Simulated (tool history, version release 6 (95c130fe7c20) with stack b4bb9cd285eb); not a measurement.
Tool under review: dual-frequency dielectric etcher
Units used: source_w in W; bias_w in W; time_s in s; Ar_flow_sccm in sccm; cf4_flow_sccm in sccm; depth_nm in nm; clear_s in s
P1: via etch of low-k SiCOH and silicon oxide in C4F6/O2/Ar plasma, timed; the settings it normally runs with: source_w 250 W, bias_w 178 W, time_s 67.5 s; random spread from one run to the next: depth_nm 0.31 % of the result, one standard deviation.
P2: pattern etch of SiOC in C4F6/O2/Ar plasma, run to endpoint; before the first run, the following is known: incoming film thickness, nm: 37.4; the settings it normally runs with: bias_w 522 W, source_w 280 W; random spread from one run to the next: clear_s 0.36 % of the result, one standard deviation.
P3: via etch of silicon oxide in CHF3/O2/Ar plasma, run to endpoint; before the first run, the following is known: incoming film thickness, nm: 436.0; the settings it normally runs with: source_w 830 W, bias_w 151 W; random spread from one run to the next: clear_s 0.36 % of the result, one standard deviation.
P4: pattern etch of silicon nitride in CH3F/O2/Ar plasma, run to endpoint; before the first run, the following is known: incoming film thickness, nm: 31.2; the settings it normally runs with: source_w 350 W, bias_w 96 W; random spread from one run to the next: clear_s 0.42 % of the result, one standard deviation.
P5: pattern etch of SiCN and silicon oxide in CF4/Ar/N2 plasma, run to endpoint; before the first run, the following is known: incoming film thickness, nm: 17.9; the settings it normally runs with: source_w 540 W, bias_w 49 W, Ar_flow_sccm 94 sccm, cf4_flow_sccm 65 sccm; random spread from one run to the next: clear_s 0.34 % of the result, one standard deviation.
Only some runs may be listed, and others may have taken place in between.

| run | hour | process | source_w | bias_w | time_s | Ar_flow_sccm | cf4_flow_sccm | hours since the last wet clean | hours since the last source power generator calibration | hours since the last bias power generator calibration | depth_nm | clear_s |
|---|---|---|---|---|---|---|---|---|---|---|---|---|
| 1 | 11.3 | P1 | 250 | 178 | 67.5 |  |  | 359.0 | 2163.3 | 396.2 | 142.840 |  |
| 2 | 18.0 | P1 | 250 | 178 | 67.5 |  |  | 365.7 | 2170.0 | 402.9 | 143.690 |  |
| 3 | 26.2 | P5 | 540 | 49 |  | 94 | 65 | 373.9 | 2178.2 | 411.1 |  | 20.167 |
| 4 | 35.6 | P5 | 540 | 49 |  | 94 | 65 | 383.3 | 2187.6 | 420.5 |  | 20.128 |
| 5 | 41.7 | P1 | 250 | 125 | 67.5 |  |  | 389.4 | 2193.7 | 426.6 | 128.430 |  |
| 6 | 48.1 | P4 | 210 | 96 |  |  |  | 395.8 | 2200.1 | 433.0 |  | 50.511 |
| 7 | 58.1 | P3 | 830 | 151 |  |  |  | 405.8 | 2210.1 | 443.0 |  | 210.100 |
| 8 | 69.6 | P5 | 430 | 49 |  | 94 | 65 | 417.3 | 2221.6 | 454.5 |  | 24.785 |
| 9 | 77.2 | P2 | 350 | 522 |  |  |  | 424.9 | 2229.2 | 462.1 |  | 13.195 |
| 10 | 84.2 | P3 | 830 | 201 |  |  |  | 431.9 | 2236.2 | 469.1 |  | 190.510 |
| 11 | 95.3 | P4 | 350 | 96 |  |  |  | 443.0 | 2247.3 | 480.2 |  | 42.051 |
| 12 | 106.0 | P4 | 350 | 134 |  |  |  | 453.7 | 2258.0 | 490.9 |  | 37.287 |
| 13 | 113.6 | P1 | 250 | 178 | 67.5 |  |  | 461.3 | 2265.6 | 498.5 | 143.640 |  |
| 14 | 123.5 | P2 | 280 | 522 |  |  |  | 471.2 | 2275.5 | 508.4 |  | 14.451 |
| 15 | 130.2 | P1 | 250 | 178 | 67.5 |  |  | 477.9 | 2282.2 | 515.1 | 144.380 |  |
| 16 | 141.1 | P1 | 250 | 178 | 95.5 |  |  | 488.8 | 2293.1 | 526.0 | 202.740 |  |
| 17 | 150.9 | P5 | 540 | 49 |  | 59 | 65 | 498.6 | 2302.9 | 535.8 |  | 18.706 |
| 18 | 163.8 | P5 | 540 | 34 |  | 94 | 65 | 511.5 | 2315.8 | 548.7 |  | 22.384 |
| 19 | 170.3 | P1 | 250 | 133 | 37.0 |  |  | 518.0 | 2322.3 | 555.2 | 72.325 |  |
| 20 | 180.6 | P1 | 250 | 178 | 37.0 |  |  | 528.3 | 2332.6 | 565.5 | 79.036 |  |
| 21 | 187.5 | P1 | 250 | 248 | 67.5 |  |  | 535.2 | 2339.5 | 572.4 | 161.210 |  |
|  | 192.2 | bias power generator calibrated |
| 22 | 196.5 | P1 | 310 | 178 | 67.5 |  |  | 544.2 | 2348.5 | 4.3 | 156.970 |  |
| 23 | 206.2 | P3 | 560 | 151 |  |  |  | 553.9 | 2358.2 | 14.0 |  | 244.000 |
| 24 | 216.2 | P2 | 280 | 361 |  |  |  | 563.9 | 2368.2 | 24.0 |  | 16.456 |
| 25 | 227.6 | P1 | 250 | 178 | 67.5 |  |  | 575.3 | 2379.6 | 35.4 | 144.010 |  |
| 26 | 234.7 | P5 | 540 | 49 |  | 94 | 87 | 582.4 | 2386.7 | 42.5 |  | 19.183 |
| 27 | 241.9 | P4 | 350 | 96 |  |  |  | 589.6 | 2393.9 | 49.7 |  | 42.155 |
| 28 | 254.3 | P1 | 180 | 178 | 67.5 |  |  | 602.0 | 2406.3 | 62.1 | 126.930 |  |
| 29 | 262.5 | P1 | 250 | 178 | 67.5 |  |  | 610.2 | 2414.5 | 70.3 | 144.100 |  |
| 30 | 275.2 | P1 | 250 | 178 | 67.5 |  |  | 622.9 | 2427.2 | 83.0 | 143.750 |  |
| 31 | 286.3 | P1 | 250 | 178 | 67.5 |  |  | 634.0 | 2438.3 | 94.1 | 143.020 |  |
| 32 | 299.7 | P1 | 250 | 178 | 67.5 |  |  | 647.4 | 2451.7 | 107.5 | 142.340 |  |
| 33 | 308.3 | P1 | 250 | 178 | 67.5 |  |  | 656.0 | 2460.3 | 116.1 | 141.660 |  |
| 34 | 317.7 | P1 | 250 | 178 | 67.5 |  |  | 665.4 | 2469.7 | 125.5 | 142.550 |  |

What will run 35 give?
|  | 319.8 | wet clean of the chamber |
| 35 | 330.1 | P1 | 250 | 178 | 67.5 |  |  | 10.3 | 2482.1 | 137.9 | ? |  |

For run 35 the tool returned depth_nm 141.840 nm.
